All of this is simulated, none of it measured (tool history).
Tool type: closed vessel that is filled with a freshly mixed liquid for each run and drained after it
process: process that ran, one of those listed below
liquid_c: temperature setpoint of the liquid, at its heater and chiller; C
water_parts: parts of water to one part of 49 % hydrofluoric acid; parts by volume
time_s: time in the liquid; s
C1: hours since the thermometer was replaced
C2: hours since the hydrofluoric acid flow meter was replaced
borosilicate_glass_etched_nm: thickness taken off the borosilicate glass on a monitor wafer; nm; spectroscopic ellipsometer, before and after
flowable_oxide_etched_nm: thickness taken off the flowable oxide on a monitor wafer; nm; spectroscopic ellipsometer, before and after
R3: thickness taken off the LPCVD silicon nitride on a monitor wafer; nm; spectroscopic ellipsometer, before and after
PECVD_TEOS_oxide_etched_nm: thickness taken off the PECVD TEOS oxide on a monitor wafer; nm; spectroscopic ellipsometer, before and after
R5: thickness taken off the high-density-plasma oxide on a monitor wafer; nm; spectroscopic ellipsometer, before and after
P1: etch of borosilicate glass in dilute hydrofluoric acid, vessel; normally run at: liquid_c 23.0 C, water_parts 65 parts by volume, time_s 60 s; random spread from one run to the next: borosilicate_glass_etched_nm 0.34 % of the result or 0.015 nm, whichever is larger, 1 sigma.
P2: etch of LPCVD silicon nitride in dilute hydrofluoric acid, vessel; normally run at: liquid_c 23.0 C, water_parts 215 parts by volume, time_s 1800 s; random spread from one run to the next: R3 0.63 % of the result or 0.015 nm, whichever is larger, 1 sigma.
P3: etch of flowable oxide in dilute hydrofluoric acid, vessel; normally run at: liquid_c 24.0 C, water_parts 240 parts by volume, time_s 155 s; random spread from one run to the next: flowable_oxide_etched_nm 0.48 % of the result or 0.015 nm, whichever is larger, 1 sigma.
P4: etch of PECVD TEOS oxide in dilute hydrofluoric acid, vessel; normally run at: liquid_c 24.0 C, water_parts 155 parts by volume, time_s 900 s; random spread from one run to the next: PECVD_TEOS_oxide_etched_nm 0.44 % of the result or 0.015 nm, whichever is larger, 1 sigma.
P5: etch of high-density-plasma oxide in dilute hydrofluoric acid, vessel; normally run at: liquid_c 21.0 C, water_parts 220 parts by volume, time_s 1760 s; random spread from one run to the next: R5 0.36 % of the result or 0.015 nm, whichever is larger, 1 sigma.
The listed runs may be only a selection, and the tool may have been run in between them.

{"run": 1, "day": 0.329, "process": "P1", "liquid_c": 23.0, "water_parts": 65, "time_s": 60, "C1": 315.9, "C2": 857.8, "borosilicate_glass_etched_nm": 35.052}
{"run": 2, "day": 1.017, "process": "P3", "liquid_c": 31.0, "water_parts": 240, "time_s": 155, "C1": 332.4, "C2": 874.3, "flowable_oxide_etched_nm": 33.835}
{"run": 3, "day": 1.721, "process": "P1", "liquid_c": 23.0, "water_parts": 65, "time_s": 60, "C1": 349.3, "C2": 891.2, "borosilicate_glass_etched_nm": 34.907}
{"run": 4, "day": 2.262, "process": "P2", "liquid_c": 17.0, "water_parts": 215, "time_s": 1800, "C1": 362.3, "C2": 904.2, "R3": 2.5355}
{"run": 5, "day": 2.721, "process": "P2", "liquid_c": 23.0, "water_parts": 215, "time_s": 1800, "C1": 373.3, "C2": 915.2, "R3": 3.7507}
{"run": 6, "day": 3.208, "process": "P2", "liquid_c": 23.0, "water_parts": 390, "time_s": 1800, "C1": 385.0, "C2": 926.9, "R3": 2.0911}
{"run": 7, "day": 3.917, "process": "P1", "liquid_c": 23.0, "water_parts": 90, "time_s": 30, "C1": 402.0, "C2": 943.9, "borosilicate_glass_etched_nm": 12.346}
{"run": 8, "day": 4.592, "process": "P1", "liquid_c": 29.0, "water_parts": 65, "time_s": 60, "C1": 418.2, "C2": 960.1, "borosilicate_glass_etched_nm": 44.58}
{"run": 9, "day": 5.262, "process": "P1", "liquid_c": 17.0, "water_parts": 65, "time_s": 60, "C1": 434.3, "C2": 976.2, "borosilicate_glass_etched_nm": 27.318}
{"run": 10, "day": 5.925, "process": "P1", "liquid_c": 23.0, "water_parts": 65, "time_s": 60, "C1": 450.2, "C2": 992.1, "borosilicate_glass_etched_nm": 35.081}
{"run": 11, "day": 6.442, "process": "P4", "liquid_c": 24.0, "water_parts": 50, "time_s": 900, "C1": 462.6, "C2": 1004.5, "PECVD_TEOS_oxide_etched_nm": 202.12}
{"run": 12, "day": 7.171, "process": "P4", "liquid_c": 24.0, "water_parts": 155, "time_s": 110, "C1": 480.1, "C2": 1022.0, "PECVD_TEOS_oxide_etched_nm": 6.9959}
{"run": 13, "day": 7.583, "process": "P5", "liquid_c": 21.0, "water_parts": 220, "time_s": 1760, "C1": 490.0, "C2": 1031.9, "R5": 31.579}
{"run": 14, "day": 7.938, "process": "P5", "liquid_c": 21.0, "water_parts": 45, "time_s": 1760, "C1": 498.5, "C2": 1040.4, "R5": 187.32}
{"run": 15, "day": 8.454, "process": "P2", "liquid_c": 23.0, "water_parts": 215, "time_s": 1800, "C1": 510.9, "C2": 1052.8, "R3": 3.6851}
{"run": 16, "day": 9.121, "process": "P1", "liquid_c": 28.5, "water_parts": 30, "time_s": 60, "C1": 526.9, "C2": 1068.8, "borosilicate_glass_etched_nm": 100.73}
{"run": 17, "day": 9.608, "process": "P2", "liquid_c": 23.0, "water_parts": 215, "time_s": 3475, "C1": 538.6, "C2": 1080.5, "R3": 7.2271}
{"run": 18, "day": 10.042, "process": "P5", "liquid_c": 21.0, "water_parts": 220, "time_s": 2565, "C1": 549.0, "C2": 1090.9, "R5": 45.877}
{"run": 19, "day": 10.421, "process": "P4", "liquid_c": 24.0, "water_parts": 155, "time_s": 900, "C1": 558.1, "C2": 1100.0, "PECVD_TEOS_oxide_etched_nm": 57.371}
{"run": 20, "day": 10.838, "process": "P1", "liquid_c": 23.0, "water_parts": 65, "time_s": 60, "C1": 568.1, "C2": 1110.0, "borosilicate_glass_etched_nm": 34.935}
{"run": 21, "day": 11.35, "process": "P1", "liquid_c": 23.0, "water_parts": 65, "time_s": 60, "C1": 580.4, "C2": 1122.3, "borosilicate_glass_etched_nm": 34.916}
{"run": 22, "day": 11.954, "process": "P1", "liquid_c": 23.0, "water_parts": 65, "time_s": 115, "C1": 594.9, "C2": 1136.8, "borosilicate_glass_etched_nm": 67.0}
{"run": 23, "day": 12.392, "process": "P1", "liquid_c": 23.0, "water_parts": 20, "time_s": 60, "C1": 605.4, "C2": 1147.3, "borosilicate_glass_etched_nm": 120.91}
{"run": 24, "day": 12.846, "process": "P1", "liquid_c": 23.0, "water_parts": 65, "time_s": 30, "C1": 616.3, "C2": 1158.2, "borosilicate_glass_etched_nm": 17.611}
{"run": 25, "day": 13.554, "process": "P3", "liquid_c": 24.0, "water_parts": 60, "time_s": 155, "C1": 633.3, "C2": 1175.2, "flowable_oxide_etched_nm": 132.73}
{"run": 26, "day": 13.979, "process": "P1", "liquid_c": 23.0, "water_parts": 90, "time_s": 60, "C1": 643.5, "C2": 1185.4, "borosilicate_glass_etched_nm": 24.549}
{"run": 27, "day": 14.6, "process": "P3", "liquid_c": 24.0, "water_parts": 240, "time_s": 155, "C1": 658.4, "C2": 1200.3, "flowable_oxide_etched_nm": 26.84}
{"run": 28, "day": 14.983, "process": "P3", "liquid_c": 24.0, "water_parts": 240, "time_s": 280, "C1": 667.6, "C2": 1209.5, "flowable_oxide_etched_nm": 48.42}
{"run": 29, "day": 15.325, "process": "P5", "liquid_c": 27.0, "water_parts": 220, "time_s": 1760, "C1": 675.8, "C2": 1217.7, "R5": 39.442}
{"run": 30, "day": 15.771, "process": "P3", "liquid_c": 24.0, "water_parts": 240, "time_s": 155, "C1": 686.5, "C2": 1228.4, "flowable_oxide_etched_nm": 26.774}
{"run": 31, "day": 16.488, "process": "P4", "liquid_c": 32.0, "water_parts": 155, "time_s": 900, "C1": 703.7, "C2": 1245.6, "PECVD_TEOS_oxide_etched_nm": 76.446}
{"run": 32, "day": 16.838, "process": "P1", "liquid_c": 23.0, "water_parts": 65, "time_s": 60, "C1": 712.1, "C2": 1254.0, "borosilicate_glass_etched_nm": 35.187}
{"run": 33, "day": 17.312, "process": "P1", "liquid_c": 23.0, "water_parts": 65, "time_s": 60, "C1": 723.5, "C2": 1265.4, "borosilicate_glass_etched_nm": 35.187}
{"run": 34, "day": 17.704, "process": "P1", "liquid_c": 23.0, "water_parts": 65, "time_s": 60, "C1": 732.9, "C2": 1274.8, "borosilicate_glass_etched_nm": 36.037}
{"run": 35, "day": 18.083, "process": "P1", "liquid_c": 23.0, "water_parts": 65, "time_s": 60, "C1": 742.0, "C2": 1283.9, "borosilicate_glass_etched_nm": 36.591}
{"run": 36, "day": 18.621, "process": "P1", "liquid_c": 23.0, "water_parts": 65, "time_s": 60, "C1": 754.9, "C2": 1296.8, "borosilicate_glass_etched_nm": 37.072}
{"run": 37, "day": 19.067, "process": "P1", "liquid_c": 23.0, "water_parts": 65, "time_s": 60, "C1": 765.6, "C2": 1307.5, "borosilicate_glass_etched_nm": 37.313}
{"run": 38, "day": 19.45, "process": "P1", "liquid_c": 23.0, "water_parts": 65, "time_s": 60, "C1": 774.8, "C2": 1316.7, "borosilicate_glass_etched_nm": 37.468}
{"run": 39, "day": 19.988, "process": "P1", "liquid_c": 23.0, "water_parts": 65, "time_s": 60, "C1": 787.7, "C2": 1329.6, "borosilicate_glass_etched_nm": 37.555}
{"run": 40, "day": 20.412, "process": "P1", "liquid_c": 23.0, "water_parts": 65, "time_s": 60, "C1": 797.9, "C2": 1339.8, "borosilicate_glass_etched_nm": 37.685}
{"run": 41, "day": 21.038, "process": "P1", "liquid_c": 23.0, "water_parts": 65, "time_s": 60, "C1": 812.9, "C2": 1354.8, "borosilicate_glass_etched_nm": 37.864}

The output of P1 has drifted from where it used to be. Each of the 2 causes below, taken at the size shown beside it, accounts for the log equally well:
A: hydrofluoric acid flow above the setpoint (%) = 7.04
B: liquid hotter than its thermometer reads (K) = 1.81
Onset of the creep was near day 17.312.

Which of the 4 check runs listed below, each an average over 2 wafers with its results shown as question marks, gives clearly different results under the different listed causes?
{"run": "check 1", "day": 21.662, "process": "P4", "liquid_c": 30.0, "water_parts": 55, "time_s": 900, "PECVD_TEOS_oxide_etched_nm": "?"}
{"run": "check 2", "day": 21.662, "process": "P2", "liquid_c": 23.0, "water_parts": 390, "time_s": 3455, "R3": "?"}
{"run": "check 3", "day": 21.662, "process": "P3", "liquid_c": 30.5, "water_parts": 65, "time_s": 155, "flowable_oxide_etched_nm": "?"}
{"run": "check 4", "day": 21.662, "process": "P5", "liquid_c": 24.0, "water_parts": 50, "time_s": 1760, "R5": "?"}

Outcome of each check run for each possible cause:
check=check_1 result=PECVD_TEOS_oxide_etched_nm if_A=248.7000 if_B=247.8500
check=check_2 result=R3 if_A=4.2601 if_B=4.4363
check=check_3 result=flowable_oxide_etched_nm if_A=168.570 if_B=167.650
check=check_4 result=R5 if_A=203.770 if_B=204.080
Gap, in per cent, between the two causes that each check separates least, read from the result that separates them most: check 1 0.35 %; check 2 4.05 %; check 3 0.54 %; check 4 0.15 %
Of the check runs offered, only check 2 discriminates between the causes; the rest would read about the same regardless of which cause applies.

Check 2 was carried out, with these results: R3 4.4552 nm. Which of the listed causes is responsible?

It was cause B: liquid hotter than its thermometer reads (K).
